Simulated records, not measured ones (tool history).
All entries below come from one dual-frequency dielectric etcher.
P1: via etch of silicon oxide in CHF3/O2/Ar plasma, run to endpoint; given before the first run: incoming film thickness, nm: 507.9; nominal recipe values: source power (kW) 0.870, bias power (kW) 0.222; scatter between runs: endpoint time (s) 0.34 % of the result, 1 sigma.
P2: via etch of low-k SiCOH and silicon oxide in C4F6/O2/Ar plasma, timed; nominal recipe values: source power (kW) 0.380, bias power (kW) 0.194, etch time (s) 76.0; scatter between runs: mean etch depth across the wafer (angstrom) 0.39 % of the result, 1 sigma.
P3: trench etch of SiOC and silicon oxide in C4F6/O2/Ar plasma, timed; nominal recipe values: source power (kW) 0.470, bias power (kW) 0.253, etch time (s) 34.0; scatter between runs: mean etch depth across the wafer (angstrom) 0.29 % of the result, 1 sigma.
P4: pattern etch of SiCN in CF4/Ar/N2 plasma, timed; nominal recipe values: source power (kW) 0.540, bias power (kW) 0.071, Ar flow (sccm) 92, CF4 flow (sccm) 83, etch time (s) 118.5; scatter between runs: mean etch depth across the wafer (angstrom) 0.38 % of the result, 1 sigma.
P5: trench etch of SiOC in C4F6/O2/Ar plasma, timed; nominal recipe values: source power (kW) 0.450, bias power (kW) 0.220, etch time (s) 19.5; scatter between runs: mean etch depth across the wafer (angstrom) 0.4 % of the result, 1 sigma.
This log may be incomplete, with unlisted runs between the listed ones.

| run | hour | process that ran | source power (kW) | bias power (kW) | etch time (s) | Ar flow (sccm) | CF4 flow (sccm) | endpoint time (s) | mean etch depth across the wafer (angstrom) |
|---|---|---|---|---|---|---|---|---|---|
| 1 | 7.8 | P1 | 0.870 | 0.222 |  |  |  | 206.56 |  |
| 2 | 21.0 | P2 | 0.300 | 0.194 | 76.0 |  |  |  | 1869.90 |
| 3 | 31.3 | P3 | 0.470 | 0.253 | 34.0 |  |  |  | 803.75 |
| 4 | 37.8 | P1 | 0.870 | 0.222 |  |  |  | 206.22 |  |
| 5 | 46.3 | P4 | 0.540 | 0.071 | 118.5 | 92 | 83 |  | 1182.80 |
| 6 | 57.6 | P1 | 0.870 | 0.169 |  |  |  | 225.31 |  |
| 7 | 69.8 | P4 | 0.540 | 0.045 | 118.5 | 92 | 83 |  | 1026.50 |
| 8 | 78.0 | P1 | 0.870 | 0.222 |  |  |  | 205.26 |  |
| 9 | 87.2 | P2 | 0.380 | 0.234 | 76.0 |  |  |  | 2194.20 |
| 10 | 96.5 | P3 | 0.470 | 0.204 | 34.0 |  |  |  | 750.90 |
| 11 | 105.7 | P5 | 0.450 | 0.220 | 28.0 |  |  |  | 653.21 |
| 12 | 118.0 | P1 | 0.870 | 0.300 |  |  |  | 184.56 |  |
| 13 | 130.3 | P5 | 0.450 | 0.220 | 19.5 |  |  |  | 453.84 |
|  | 136.0 | wet clean of the chamber |
| 14 | 138.2 | P2 | 0.380 | 0.194 | 76.0 |  |  |  | 2056.30 |
|  | 138.7 | source power generator calibrated |
| 15 | 147.4 | P4 | 0.540 | 0.071 | 164.5 | 92 | 83 |  | 1649.30 |
| 16 | 153.6 | P4 | 0.540 | 0.071 | 118.5 | 92 | 56 |  | 1114.40 |
| 17 | 159.6 | P4 | 0.540 | 0.071 | 118.5 | 74 | 83 |  | 1204.10 |
| 18 | 166.9 | P5 | 0.450 | 0.220 | 19.5 |  |  |  | 447.17 |
| 19 | 177.6 | P1 | 0.870 | 0.222 |  |  |  | 205.50 |  |
| 20 | 188.0 | P1 | 1.200 | 0.222 |  |  |  | 182.39 |  |

For run 21, what comes out?
|  | 189.8 | bias power generator calibrated |
| 21 | 198.8 | P1 | 0.520 | 0.222 |  |  |  | ? |  |

Run 21 gave endpoint time (s) 250.98.
